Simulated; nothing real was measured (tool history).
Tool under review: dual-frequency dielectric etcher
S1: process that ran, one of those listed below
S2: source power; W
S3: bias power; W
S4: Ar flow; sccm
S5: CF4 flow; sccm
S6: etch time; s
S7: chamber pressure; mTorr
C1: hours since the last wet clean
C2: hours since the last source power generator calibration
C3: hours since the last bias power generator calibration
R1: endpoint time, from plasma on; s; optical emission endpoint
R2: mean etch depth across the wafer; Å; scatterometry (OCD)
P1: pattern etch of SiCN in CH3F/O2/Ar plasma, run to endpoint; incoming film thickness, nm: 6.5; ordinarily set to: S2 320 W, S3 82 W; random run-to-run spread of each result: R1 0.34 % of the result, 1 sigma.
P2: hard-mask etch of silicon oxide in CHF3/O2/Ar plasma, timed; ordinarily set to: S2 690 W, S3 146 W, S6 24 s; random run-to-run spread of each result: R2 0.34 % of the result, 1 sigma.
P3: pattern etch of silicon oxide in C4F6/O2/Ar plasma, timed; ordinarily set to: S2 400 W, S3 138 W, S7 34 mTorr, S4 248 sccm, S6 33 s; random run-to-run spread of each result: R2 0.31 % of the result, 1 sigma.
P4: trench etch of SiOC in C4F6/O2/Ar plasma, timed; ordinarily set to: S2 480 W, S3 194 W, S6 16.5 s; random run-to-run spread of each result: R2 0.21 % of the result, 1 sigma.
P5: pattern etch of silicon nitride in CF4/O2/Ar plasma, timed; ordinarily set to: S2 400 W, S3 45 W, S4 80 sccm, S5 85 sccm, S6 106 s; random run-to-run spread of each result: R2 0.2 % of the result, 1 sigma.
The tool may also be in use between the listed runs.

{"run": 1, "hour": 2.0, "S1": "P1", "S2": 320, "S3": 82, "C1": 170.4, "C2": 2054.7, "C3": 1875.3, "R1": 18.046}
{"run": 2, "hour": 6.0, "S1": "P1", "S2": 320, "S3": 56, "C1": 174.4, "C2": 2058.7, "C3": 1879.3, "R1": 20.712}
{"run": 3, "hour": 10.1, "S1": "P5", "S2": 270, "S3": 45, "S4": 80, "S5": 85, "S6": 106, "C1": 178.5, "C2": 2062.8, "C3": 1883.4, "R2": 1090.8}
{"run": 4, "hour": 13.2, "S1": "P3", "S2": 550, "S3": 138, "S4": 248, "S6": 33, "S7": 34, "C1": 181.6, "C2": 2065.9, "C3": 1886.5, "R2": 1112.4}
{"hour": 14.2, "done": "source power generator calibrated"}
{"run": 5, "hour": 16.5, "S1": "P2", "S2": 690, "S3": 146, "S6": 24, "C1": 184.9, "C2": 2.4, "C3": 1889.8, "R2": 475.91}
{"run": 6, "hour": 18.9, "S1": "P3", "S2": 400, "S3": 94, "S4": 248, "S6": 33, "S7": 34, "C1": 187.3, "C2": 4.8, "C3": 1892.2, "R2": 881.87}
{"run": 7, "hour": 21.8, "S1": "P3", "S2": 400, "S3": 138, "S4": 248, "S6": 33, "S7": 34, "C1": 190.2, "C2": 7.7, "C3": 1895.1, "R2": 978.7}
{"run": 8, "hour": 26.0, "S1": "P4", "S2": 480, "S3": 194, "S6": 22.5, "C1": 194.4, "C2": 11.9, "C3": 1899.3, "R2": 519.75}
{"run": 9, "hour": 28.4, "S1": "P1", "S2": 320, "S3": 82, "C1": 196.8, "C2": 14.3, "C3": 1901.7, "R1": 18.097}
{"run": 10, "hour": 32.4, "S1": "P3", "S2": 400, "S3": 138, "S4": 248, "S6": 33, "S7": 34, "C1": 200.8, "C2": 18.3, "C3": 1905.7, "R2": 978.3}
{"run": 11, "hour": 36.1, "S1": "P2", "S2": 690, "S3": 146, "S6": 34.5, "C1": 204.5, "C2": 22, "C3": 1909.4, "R2": 681.05}
{"run": 12, "hour": 39.3, "S1": "P3", "S2": 400, "S3": 138, "S4": 248, "S6": 46.5, "S7": 34, "C1": 207.7, "C2": 25.2, "C3": 1912.6, "R2": 1377.3}
{"run": 13, "hour": 42.9, "S1": "P4", "S2": 480, "S3": 194, "S6": 16.5, "C1": 211.3, "C2": 28.8, "C3": 1916.2, "R2": 381.67}
{"run": 14, "hour": 46.6, "S1": "P4", "S2": 480, "S3": 194, "S6": 16.5, "C1": 215, "C2": 32.5, "C3": 1919.9, "R2": 382.39}
{"run": 15, "hour": 49.6, "S1": "P1", "S2": 320, "S3": 82, "C1": 218, "C2": 35.5, "C3": 1922.9, "R1": 18.073}
{"run": 16, "hour": 52.0, "S1": "P5", "S2": 400, "S3": 45, "S4": 80, "S5": 85, "S6": 130, "C1": 220.4, "C2": 37.9, "C3": 1925.3, "R2": 1884.7}
{"run": 17, "hour": 56.0, "S1": "P1", "S2": 220, "S3": 82, "C1": 224.4, "C2": 41.9, "C3": 1929.3, "R1": 20.677}
{"run": 18, "hour": 58.0, "S1": "P3", "S2": 400, "S3": 138, "S4": 313, "S6": 33, "S7": 34, "C1": 226.4, "C2": 43.9, "C3": 1931.3, "R2": 955.19}
{"run": 19, "hour": 60.6, "S1": "P5", "S2": 400, "S3": 45, "S4": 80, "S5": 85, "S6": 106, "C1": 229, "C2": 46.5, "C3": 1933.9, "R2": 1537.8}
{"run": 20, "hour": 62.5, "S1": "P4", "S2": 630, "S3": 194, "S6": 16.5, "C1": 230.9, "C2": 48.4, "C3": 1935.8, "R2": 424.91}
{"run": 21, "hour": 66.7, "S1": "P2", "S2": 690, "S3": 205, "S6": 24, "C1": 235.1, "C2": 52.6, "C3": 1940, "R2": 533.03}
{"run": 22, "hour": 69.2, "S1": "P5", "S2": 400, "S3": 45, "S4": 113, "S5": 85, "S6": 106, "C1": 237.6, "C2": 55.1, "C3": 1942.5, "R2": 1469.4}
{"run": 23, "hour": 71.1, "S1": "P4", "S2": 480, "S3": 153, "S6": 16.5, "C1": 239.5, "C2": 57, "C3": 1944.4, "R2": 354.01}
{"run": 24, "hour": 75.1, "S1": "P1", "S2": 320, "S3": 115, "C1": 243.5, "C2": 61, "C3": 1948.4, "R1": 15.876}
{"run": 25, "hour": 79.1, "S1": "P1", "S2": 430, "S3": 68, "C1": 247.5, "C2": 65, "C3": 1952.4, "R1": 17.378}
{"run": 26, "hour": 81.3, "S1": "P2", "S2": 690, "S3": 146, "S6": 24, "C1": 249.7, "C2": 67.2, "C3": 1954.6, "R2": 472.62}
{"run": 27, "hour": 85.3, "S1": "P1", "S2": 320, "S3": 82, "C1": 253.7, "C2": 71.2, "C3": 1958.6, "R1": 18.115}
{"run": 28, "hour": 87.4, "S1": "P2", "S2": 410, "S3": 146, "S6": 24, "C1": 255.8, "C2": 73.3, "C3": 1960.7, "R2": 389.31}
{"run": 29, "hour": 90.6, "S1": "P3", "S2": 400, "S3": 138, "S4": 248, "S6": 33, "S7": 46, "C1": 259, "C2": 76.5, "C3": 1963.9, "R2": 946.08}
{"run": 30, "hour": 94.8, "S1": "P5", "S2": 400, "S3": 45, "S4": 80, "S5": 56, "S6": 106, "C1": 263.2, "C2": 80.7, "C3": 1968.1, "R2": 1453.1}
{"run": 31, "hour": 96.9, "S1": "P1", "S2": 420, "S3": 82, "C1": 265.3, "C2": 82.8, "C3": 1970.2, "R1": 16.333}
{"run": 32, "hour": 100.9, "S1": "P5", "S2": 400, "S3": 63, "S4": 80, "S5": 85, "S6": 106, "C1": 269.3, "C2": 86.8, "C3": 1974.2, "R2": 1750.4}
{"run": 33, "hour": 104.0, "S1": "P1", "S2": 320, "S3": 82, "C1": 272.4, "C2": 89.9, "C3": 1977.3, "R1": 18.017}
{"run": 34, "hour": 106.1, "S1": "P1", "S2": 320, "S3": 82, "C1": 274.5, "C2": 92, "C3": 1979.4, "R1": 18.25}
{"run": 35, "hour": 108.3, "S1": "P1", "S2": 320, "S3": 82, "C1": 276.7, "C2": 94.2, "C3": 1981.6, "R1": 18.221}
{"run": 36, "hour": 110.3, "S1": "P1", "S2": 320, "S3": 82, "C1": 278.7, "C2": 96.2, "C3": 1983.6, "R1": 18.272}
{"run": 37, "hour": 112.6, "S1": "P1", "S2": 320, "S3": 82, "C1": 281, "C2": 98.5, "C3": 1985.9, "R1": 18.337}
{"hour": 113.5, "done": "wet clean of the chamber"}
{"run": 38, "hour": 114.6, "S1": "P1", "S2": 320, "S3": 82, "C1": 1.1, "C2": 100.5, "C3": 1987.9, "R1": 18.365}
{"run": 39, "hour": 118.6, "S1": "P1", "S2": 320, "S3": 82, "C1": 5.1, "C2": 104.5, "C3": 1991.9, "R1": 18.298}

What will run 40 give?
{"run": 40, "hour": 122.0, "S1": "P1", "S2": 320, "S3": 82, "C1": 8.5, "C2": 107.9, "C3": 1995.3, "R1": "?"}

{"run 40": {"R1": 18.424}}
